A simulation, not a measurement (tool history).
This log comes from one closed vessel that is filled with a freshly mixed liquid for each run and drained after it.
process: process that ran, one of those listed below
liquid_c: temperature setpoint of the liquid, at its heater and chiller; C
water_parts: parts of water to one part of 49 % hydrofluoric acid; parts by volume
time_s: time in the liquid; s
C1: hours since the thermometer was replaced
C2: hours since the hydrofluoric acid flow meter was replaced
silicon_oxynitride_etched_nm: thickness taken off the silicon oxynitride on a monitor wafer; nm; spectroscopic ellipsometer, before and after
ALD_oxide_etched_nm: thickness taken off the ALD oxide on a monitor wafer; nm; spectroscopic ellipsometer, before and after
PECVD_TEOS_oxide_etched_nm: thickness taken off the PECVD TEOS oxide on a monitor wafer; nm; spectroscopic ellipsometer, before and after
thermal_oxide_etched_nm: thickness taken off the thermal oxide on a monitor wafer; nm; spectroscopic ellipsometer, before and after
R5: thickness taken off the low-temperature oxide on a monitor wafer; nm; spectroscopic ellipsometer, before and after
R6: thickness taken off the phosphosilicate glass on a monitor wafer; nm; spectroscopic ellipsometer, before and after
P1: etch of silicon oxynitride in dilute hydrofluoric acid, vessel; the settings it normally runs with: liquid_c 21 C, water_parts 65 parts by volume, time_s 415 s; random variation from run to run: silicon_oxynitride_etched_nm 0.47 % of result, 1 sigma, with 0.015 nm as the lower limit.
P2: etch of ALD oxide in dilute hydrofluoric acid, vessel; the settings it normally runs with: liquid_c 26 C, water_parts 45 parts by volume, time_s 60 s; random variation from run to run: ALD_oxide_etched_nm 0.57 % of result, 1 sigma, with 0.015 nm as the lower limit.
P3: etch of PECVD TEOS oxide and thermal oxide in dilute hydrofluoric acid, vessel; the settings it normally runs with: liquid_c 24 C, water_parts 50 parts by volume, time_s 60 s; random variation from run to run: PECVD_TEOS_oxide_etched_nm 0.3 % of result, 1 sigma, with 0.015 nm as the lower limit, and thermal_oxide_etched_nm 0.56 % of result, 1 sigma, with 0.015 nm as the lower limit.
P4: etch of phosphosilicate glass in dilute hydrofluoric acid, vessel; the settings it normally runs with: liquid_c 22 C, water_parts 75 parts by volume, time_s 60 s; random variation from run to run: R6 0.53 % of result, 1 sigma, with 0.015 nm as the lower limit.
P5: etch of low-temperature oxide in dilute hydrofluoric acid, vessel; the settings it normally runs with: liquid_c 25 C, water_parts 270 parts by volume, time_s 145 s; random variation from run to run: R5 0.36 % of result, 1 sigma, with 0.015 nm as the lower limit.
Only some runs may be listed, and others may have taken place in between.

{"run": 1, "hour": 3.5, "process": "P1", "liquid_c": 21, "water_parts": 65, "time_s": 415, "C1": 215.4, "C2": 1024.5, "silicon_oxynitride_etched_nm": 11.52}
{"run": 2, "hour": 11.0, "process": "P2", "liquid_c": 30, "water_parts": 45, "time_s": 60, "C1": 222.9, "C2": 1032, "ALD_oxide_etched_nm": 29.744}
{"run": 3, "hour": 18.2, "process": "P1", "liquid_c": 21, "water_parts": 35, "time_s": 655, "C1": 230.1, "C2": 1039.2, "silicon_oxynitride_etched_nm": 33.947}
{"run": 4, "hour": 23.3, "process": "P1", "liquid_c": 21, "water_parts": 65, "time_s": 720, "C1": 235.2, "C2": 1044.3, "silicon_oxynitride_etched_nm": 19.798}
{"run": 5, "hour": 28.0, "process": "P1", "liquid_c": 21, "water_parts": 90, "time_s": 415, "C1": 239.9, "C2": 1049, "silicon_oxynitride_etched_nm": 8.135}
{"run": 6, "hour": 31.5, "process": "P1", "liquid_c": 21, "water_parts": 65, "time_s": 30, "C1": 243.4, "C2": 1052.5, "silicon_oxynitride_etched_nm": 0.83619}
{"run": 7, "hour": 38.5, "process": "P3", "liquid_c": 24, "water_parts": 50, "time_s": 60, "C1": 250.4, "C2": 1059.5, "PECVD_TEOS_oxide_etched_nm": 17.918, "thermal_oxide_etched_nm": 6.1554}
{"run": 8, "hour": 42.3, "process": "P5", "liquid_c": 31.5, "water_parts": 270, "time_s": 145, "C1": 254.2, "C2": 1063.3, "R5": 9.0459}
{"run": 9, "hour": 47.4, "process": "P4", "liquid_c": 22, "water_parts": 75, "time_s": 60, "C1": 259.3, "C2": 1068.4, "R6": 94.441}
{"run": 10, "hour": 51.0, "process": "P5", "liquid_c": 25, "water_parts": 270, "time_s": 145, "C1": 262.9, "C2": 1072, "R5": 7.2672}
{"run": 11, "hour": 57.5, "process": "P5", "liquid_c": 25, "water_parts": 270, "time_s": 235, "C1": 269.4, "C2": 1078.5, "R5": 11.78}
{"run": 12, "hour": 63.2, "process": "P5", "liquid_c": 25, "water_parts": 270, "time_s": 145, "C1": 275.1, "C2": 1084.2, "R5": 7.3292}
{"run": 13, "hour": 69.0, "process": "P3", "liquid_c": 24, "water_parts": 50, "time_s": 60, "C1": 280.9, "C2": 1090, "PECVD_TEOS_oxide_etched_nm": 17.998, "thermal_oxide_etched_nm": 6.2082}
{"hour": 72.6, "done": "hydrofluoric acid flow meter replaced"}
{"run": 14, "hour": 74.2, "process": "P2", "liquid_c": 26, "water_parts": 45, "time_s": 120, "C1": 286.1, "C2": 1.7, "ALD_oxide_etched_nm": 50.721}
{"run": 15, "hour": 81.2, "process": "P1", "liquid_c": 21, "water_parts": 65, "time_s": 415, "C1": 293.1, "C2": 8.7, "silicon_oxynitride_etched_nm": 11.384}
{"run": 16, "hour": 86.0, "process": "P1", "liquid_c": 21, "water_parts": 65, "time_s": 415, "C1": 297.9, "C2": 13.5, "silicon_oxynitride_etched_nm": 11.32}
{"run": 17, "hour": 91.6, "process": "P1", "liquid_c": 28.5, "water_parts": 65, "time_s": 415, "C1": 303.5, "C2": 19.1, "silicon_oxynitride_etched_nm": 16.481}
{"run": 18, "hour": 97.1, "process": "P1", "liquid_c": 21, "water_parts": 65, "time_s": 415, "C1": 309, "C2": 24.6, "silicon_oxynitride_etched_nm": 11.388}
{"run": 19, "hour": 101.1, "process": "P1", "liquid_c": 21, "water_parts": 30, "time_s": 415, "C1": 313, "C2": 28.6, "silicon_oxynitride_etched_nm": 25.399}
{"run": 20, "hour": 107.3, "process": "P1", "liquid_c": 21, "water_parts": 25, "time_s": 115, "C1": 319.2, "C2": 34.8, "silicon_oxynitride_etched_nm": 8.4668}
{"run": 21, "hour": 111.0, "process": "P4", "liquid_c": 17, "water_parts": 75, "time_s": 60, "C1": 322.9, "C2": 38.5, "R6": 76.078}
{"run": 22, "hour": 116.5, "process": "P1", "liquid_c": 17, "water_parts": 65, "time_s": 415, "C1": 328.4, "C2": 44, "silicon_oxynitride_etched_nm": 9.3513}
{"run": 23, "hour": 121.8, "process": "P2", "liquid_c": 26, "water_parts": 45, "time_s": 60, "C1": 333.7, "C2": 49.3, "ALD_oxide_etched_nm": 25.371}
{"run": 24, "hour": 125.2, "process": "P3", "liquid_c": 17, "water_parts": 50, "time_s": 60, "C1": 337.1, "C2": 52.7, "PECVD_TEOS_oxide_etched_nm": 13.398, "thermal_oxide_etched_nm": 4.6292}
{"run": 25, "hour": 132.2, "process": "P4", "liquid_c": 22, "water_parts": 20, "time_s": 60, "C1": 344.1, "C2": 59.7, "R6": 381.68}
{"run": 26, "hour": 136.3, "process": "P4", "liquid_c": 22, "water_parts": 75, "time_s": 110, "C1": 348.2, "C2": 63.8, "R6": 172.4}
{"run": 27, "hour": 141.3, "process": "P3", "liquid_c": 24, "water_parts": 50, "time_s": 30, "C1": 353.2, "C2": 68.8, "PECVD_TEOS_oxide_etched_nm": 9.0351, "thermal_oxide_etched_nm": 3.126}
{"run": 28, "hour": 146.3, "process": "P3", "liquid_c": 24, "water_parts": 20, "time_s": 60, "C1": 358.2, "C2": 73.8, "PECVD_TEOS_oxide_etched_nm": 46.753, "thermal_oxide_etched_nm": 16.272}
{"run": 29, "hour": 153.8, "process": "P2", "liquid_c": 26, "water_parts": 25, "time_s": 60, "C1": 365.7, "C2": 81.3, "ALD_oxide_etched_nm": 47.15}
{"run": 30, "hour": 158.0, "process": "P1", "liquid_c": 21, "water_parts": 105, "time_s": 605, "C1": 369.9, "C2": 85.5, "silicon_oxynitride_etched_nm": 10.076}
{"run": 31, "hour": 164.9, "process": "P5", "liquid_c": 25, "water_parts": 480, "time_s": 145, "C1": 376.8, "C2": 92.4, "R5": 3.3444}
{"run": 32, "hour": 170.3, "process": "P1", "liquid_c": 21, "water_parts": 65, "time_s": 415, "C1": 382.2, "C2": 97.8, "silicon_oxynitride_etched_nm": 11.488}
{"run": 33, "hour": 177.5, "process": "P1", "liquid_c": 21, "water_parts": 65, "time_s": 415, "C1": 389.4, "C2": 105, "silicon_oxynitride_etched_nm": 11.809}
{"run": 34, "hour": 185.1, "process": "P1", "liquid_c": 21, "water_parts": 65, "time_s": 415, "C1": 397, "C2": 112.6, "silicon_oxynitride_etched_nm": 12.108}
{"run": 35, "hour": 192.6, "process": "P1", "liquid_c": 21, "water_parts": 65, "time_s": 415, "C1": 404.5, "C2": 120.1, "silicon_oxynitride_etched_nm": 12.184}
{"run": 36, "hour": 196.1, "process": "P1", "liquid_c": 21, "water_parts": 65, "time_s": 415, "C1": 408, "C2": 123.6, "silicon_oxynitride_etched_nm": 12.241}

Run 37, settings as shown, results not yet in. Your forecast:
{"run": 37, "hour": 199.9, "process": "P1", "liquid_c": 21, "water_parts": 65, "time_s": 415, "C1": 411.8, "C2": 127.4, "silicon_oxynitride_etched_nm": "?"}

silicon_oxynitride_etched_nm: 12.26 nm

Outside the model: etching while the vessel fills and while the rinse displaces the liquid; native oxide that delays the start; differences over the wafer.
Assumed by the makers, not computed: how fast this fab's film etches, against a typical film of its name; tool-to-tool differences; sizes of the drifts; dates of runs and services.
